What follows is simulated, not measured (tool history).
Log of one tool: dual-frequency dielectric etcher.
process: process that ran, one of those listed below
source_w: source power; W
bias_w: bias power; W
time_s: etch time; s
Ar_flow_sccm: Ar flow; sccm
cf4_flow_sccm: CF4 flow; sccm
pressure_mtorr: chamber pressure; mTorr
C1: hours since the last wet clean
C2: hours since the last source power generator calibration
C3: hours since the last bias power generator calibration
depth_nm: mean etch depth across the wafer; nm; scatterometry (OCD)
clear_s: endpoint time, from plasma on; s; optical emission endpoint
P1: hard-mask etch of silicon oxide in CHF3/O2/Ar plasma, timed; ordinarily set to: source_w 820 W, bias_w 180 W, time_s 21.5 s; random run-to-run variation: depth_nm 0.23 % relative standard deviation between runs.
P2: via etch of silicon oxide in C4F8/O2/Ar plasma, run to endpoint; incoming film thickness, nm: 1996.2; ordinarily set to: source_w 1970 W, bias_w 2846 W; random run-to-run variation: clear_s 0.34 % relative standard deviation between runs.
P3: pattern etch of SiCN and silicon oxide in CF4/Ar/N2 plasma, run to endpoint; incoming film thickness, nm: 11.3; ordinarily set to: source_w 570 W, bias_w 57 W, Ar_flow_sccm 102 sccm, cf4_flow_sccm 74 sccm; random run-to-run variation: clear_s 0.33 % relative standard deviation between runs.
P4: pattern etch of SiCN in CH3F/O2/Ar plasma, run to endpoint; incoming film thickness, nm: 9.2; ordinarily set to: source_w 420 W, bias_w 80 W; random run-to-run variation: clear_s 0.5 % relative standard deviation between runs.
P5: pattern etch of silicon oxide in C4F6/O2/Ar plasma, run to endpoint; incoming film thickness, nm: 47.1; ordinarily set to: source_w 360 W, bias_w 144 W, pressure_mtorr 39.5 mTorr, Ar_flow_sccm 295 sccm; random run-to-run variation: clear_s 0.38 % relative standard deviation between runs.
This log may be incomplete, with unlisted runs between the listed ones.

run 1 hour=4.9 | process=P1 source_w=820 bias_w=180 time_s=21.5 | C1=195.0 C2=3416.4 C3=502.5 | depth_nm=47.048
run 2 hour=8.0 | process=P3 source_w=570 bias_w=57 Ar_flow_sccm=145 cf4_flow_sccm=74 | C1=198.1 C2=3419.5 C3=505.6 | clear_s=12.1820
run 3 hour=10.9 | process=P4 source_w=420 bias_w=80 | C1=201.0 C2=3422.4 C3=508.5 | clear_s=23.2050
run 4 hour=15.1 | process=P5 source_w=360 bias_w=107 Ar_flow_sccm=295 pressure_mtorr=39.5 | C1=205.2 C2=3426.6 C3=512.7 | clear_s=18.6860
run 5 hour=19.7 | process=P5 source_w=360 bias_w=144 Ar_flow_sccm=223 pressure_mtorr=39.5 | C1=209.8 C2=3431.2 C3=517.3 | clear_s=16.5720
run 6 hour=23.0 | process=P1 source_w=820 bias_w=180 time_s=21.5 | C1=213.1 C2=3434.5 C3=520.6 | depth_nm=46.808
run 7 hour=27.7 | process=P5 source_w=360 bias_w=144 Ar_flow_sccm=295 pressure_mtorr=39.5 | C1=217.8 C2=3439.2 C3=525.3 | clear_s=17.1310
run 8 hour=32.6 | process=P2 source_w=2780 bias_w=2846 | C1=222.7 C2=3444.1 C3=530.2 | clear_s=314.8500
run 9 hour=37.5 | process=P4 source_w=540 bias_w=80 | C1=227.6 C2=3449.0 C3=535.1 | clear_s=20.9600
run 10 hour=40.7 | process=P1 source_w=820 bias_w=180 time_s=13.5 | C1=230.8 C2=3452.2 C3=538.3 | depth_nm=29.603
run 11 hour=43.8 | process=P3 source_w=700 bias_w=57 Ar_flow_sccm=102 cf4_flow_sccm=74 | C1=233.9 C2=3455.3 C3=541.4 | clear_s=9.5081
run 12 hour=48.6 | process=P1 source_w=820 bias_w=180 time_s=30.5 | C1=238.7 C2=3460.1 C3=546.2 | depth_nm=66.592
run 13 hour=52.9 | process=P1 source_w=1030 bias_w=249 time_s=21.5 | C1=243.0 C2=3464.4 C3=550.5 | depth_nm=57.236
run 14 hour=57.5 | process=P1 source_w=570 bias_w=180 time_s=21.5 | C1=247.6 C2=3469.0 C3=555.1 | depth_nm=40.813
run 15 hour=60.8 | process=P3 source_w=570 bias_w=57 Ar_flow_sccm=102 cf4_flow_sccm=74 | C1=250.9 C2=3472.3 C3=558.4 | clear_s=11.3770
run 16 hour=63.4 | process=P3 source_w=570 bias_w=57 Ar_flow_sccm=102 cf4_flow_sccm=74 | C1=253.5 C2=3474.9 C3=561.0 | clear_s=11.3970
run 17 hour=66.5 | process=P1 source_w=990 bias_w=180 time_s=21.5 | C1=256.6 C2=3478.0 C3=564.1 | depth_nm=50.721
run 18 hour=70.3 | process=P1 source_w=820 bias_w=121 time_s=21.5 | C1=260.4 C2=3481.8 C3=567.9 | depth_nm=41.402
run 19 hour=74.6 | process=P4 source_w=420 bias_w=80 | C1=264.7 C2=3486.1 C3=572.2 | clear_s=23.1960
run 20 hour=79.2 | process=P2 source_w=1970 bias_w=3405 | C1=269.3 C2=3490.7 C3=576.8 | clear_s=341.2900
run 21 hour=82.4 | process=P3 source_w=570 bias_w=57 Ar_flow_sccm=102 cf4_flow_sccm=53 | C1=272.5 C2=3493.9 C3=580.0 | clear_s=12.1360
run 22 hour=87.8 | process=P1 source_w=670 bias_w=180 time_s=27.5 | C1=277.9 C2=3499.3 C3=585.4 | depth_nm=55.694
run 23 hour=91.3 | process=P3 source_w=570 bias_w=74 Ar_flow_sccm=102 cf4_flow_sccm=74 | C1=281.4 C2=3502.8 C3=588.9 | clear_s=10.4710
run 24 hour=94.1 | process=P1 source_w=820 bias_w=180 time_s=21.5 | C1=284.2 C2=3505.6 C3=591.7 | depth_nm=46.943
run 25 hour=99.5 | process=P1 source_w=820 bias_w=180 time_s=21.5 | C1=289.6 C2=3511.0 C3=597.1 | depth_nm=47.016
run 26 hour=104.8 | process=P5 source_w=230 bias_w=144 Ar_flow_sccm=295 pressure_mtorr=39.5 | C1=294.9 C2=3516.3 C3=602.4 | clear_s=20.4320
run 27 hour=108.1 | process=P1 source_w=820 bias_w=222 time_s=21.5 | C1=298.2 C2=3519.6 C3=605.7 | depth_nm=50.384
run 28 hour=113.1 | process=P2 source_w=1970 bias_w=2846 | C1=303.2 C2=3524.6 C3=610.7 | clear_s=361.4100
run 29 hour=116.0 | process=P5 source_w=360 bias_w=144 Ar_flow_sccm=295 pressure_mtorr=53.5 | C1=306.1 C2=3527.5 C3=613.6 | clear_s=17.6550
-- hour=118.8 wet clean of the chamber
run 30 hour=119.1 | process=P4 source_w=420 bias_w=110 | C1=0.4 C2=3530.6 C3=616.7 | clear_s=20.5470
run 31 hour=122.3 | process=P2 source_w=1970 bias_w=2846 | C1=3.6 C2=3533.8 C3=619.9 | clear_s=361.5300
run 32 hour=126.6 | process=P5 source_w=360 bias_w=144 Ar_flow_sccm=295 pressure_mtorr=39.5 | C1=7.9 C2=3538.1 C3=624.2 | clear_s=17.2510
run 33 hour=131.0 | process=P1 source_w=950 bias_w=108 time_s=21.5 | C1=12.3 C2=3542.5 C3=628.6 | depth_nm=42.498
run 34 hour=134.7 | process=P1 source_w=820 bias_w=180 time_s=21.5 | C1=16.0 C2=3546.2 C3=632.3 | depth_nm=46.935
run 35 hour=137.3 | process=P1 source_w=820 bias_w=180 time_s=21.5 | C1=18.6 C2=3548.8 C3=634.9 | depth_nm=46.899
run 36 hour=142.1 | process=P1 source_w=820 bias_w=180 time_s=21.5 | C1=23.4 C2=3553.6 C3=639.7 | depth_nm=47.261
run 37 hour=145.3 | process=P1 source_w=820 bias_w=180 time_s=21.5 | C1=26.6 C2=3556.8 C3=642.9 | depth_nm=47.360
run 38 hour=148.7 | process=P1 source_w=820 bias_w=180 time_s=21.5 | C1=30.0 C2=3560.2 C3=646.3 | depth_nm=47.741
run 39 hour=153.5 | process=P1 source_w=820 bias_w=180 time_s=21.5 | C1=34.8 C2=3565.0 C3=651.1 | depth_nm=47.646
run 40 hour=158.6 | process=P1 source_w=820 bias_w=180 time_s=21.5 | C1=39.9 C2=3570.1 C3=656.2 | depth_nm=47.593
run 41 hour=163.2 | process=P1 source_w=820 bias_w=180 time_s=21.5 | C1=44.5 C2=3574.7 C3=660.8 | depth_nm=47.555
-- hour=164.3 wet clean of the chamber
run 42 hour=167.5 | process=P1 source_w=820 bias_w=180 time_s=21.5 | C1=3.3 C2=3579.0 C3=665.1 | depth_nm=47.720
run 43 hour=170.7 | process=P1 source_w=820 bias_w=180 time_s=21.5 | C1=6.5 C2=3582.2 C3=668.3 | depth_nm=47.780
run 44 hour=173.2 | process=P1 source_w=820 bias_w=180 time_s=21.5 | C1=9.0 C2=3584.7 C3=670.8 | depth_nm=47.577
run 45 hour=178.4 | process=P1 source_w=820 bias_w=180 time_s=21.5 | C1=14.2 C2=3589.9 C3=676.0 | depth_nm=47.548

P1 has crept away from where it was. The log is fitted equally well by each of these 2 causes, at the sizes shown:
A: bias power that arrives over what is set, % = 4.9
B: source power that arrives over what is set, % = 4.19
The process output started creeping at around hour 134.7.
Excluded causes, each with its reason:
chamber walls in a state that raises the etch rate, %: maintenance at hour 164.3, after the shift began, did not return the process to its former output

You are offered 4 check runs, listed below with question marks in place of their results; each one averages 2 wafers. Which run separates the listed causes by giving clearly different results for each?
run check 1 hour=183.6 | process=P3 source_w=570 bias_w=57 Ar_flow_sccm=102 cf4_flow_sccm=74 | clear_s=?
run check 2 hour=183.6 | process=P4 source_w=420 bias_w=80 | clear_s=?
run check 3 hour=183.6 | process=P5 source_w=360 bias_w=144 Ar_flow_sccm=295 pressure_mtorr=39.5 | clear_s=?
run check 4 hour=183.6 | process=P2 source_w=1970 bias_w=2846 | clear_s=?

Predicted outcomes, by check and by cause:
check=check_1 result=clear_s if_A=11.2580 if_B=11.0180
check=check_2 result=clear_s if_A=22.8000 if_B=22.8450
check=check_3 result=clear_s if_A=16.8780 if_B=16.8500
check=check_4 result=clear_s if_A=355.6500 if_B=355.2100
Smallest distance between any two causes, each pair judged by its most separating result, in per cent: check 1 2.16 %; check 2 0.2 %; check 3 0.16 %; check 4 0.13 %
Check 1 tells the causes apart: in the others they would give nearly the same result.

With check 1 done, the readings were: clear_s 11.0430 s. Identify which of the listed causes applies.

It was cause B: source power that arrives over what is set, %.

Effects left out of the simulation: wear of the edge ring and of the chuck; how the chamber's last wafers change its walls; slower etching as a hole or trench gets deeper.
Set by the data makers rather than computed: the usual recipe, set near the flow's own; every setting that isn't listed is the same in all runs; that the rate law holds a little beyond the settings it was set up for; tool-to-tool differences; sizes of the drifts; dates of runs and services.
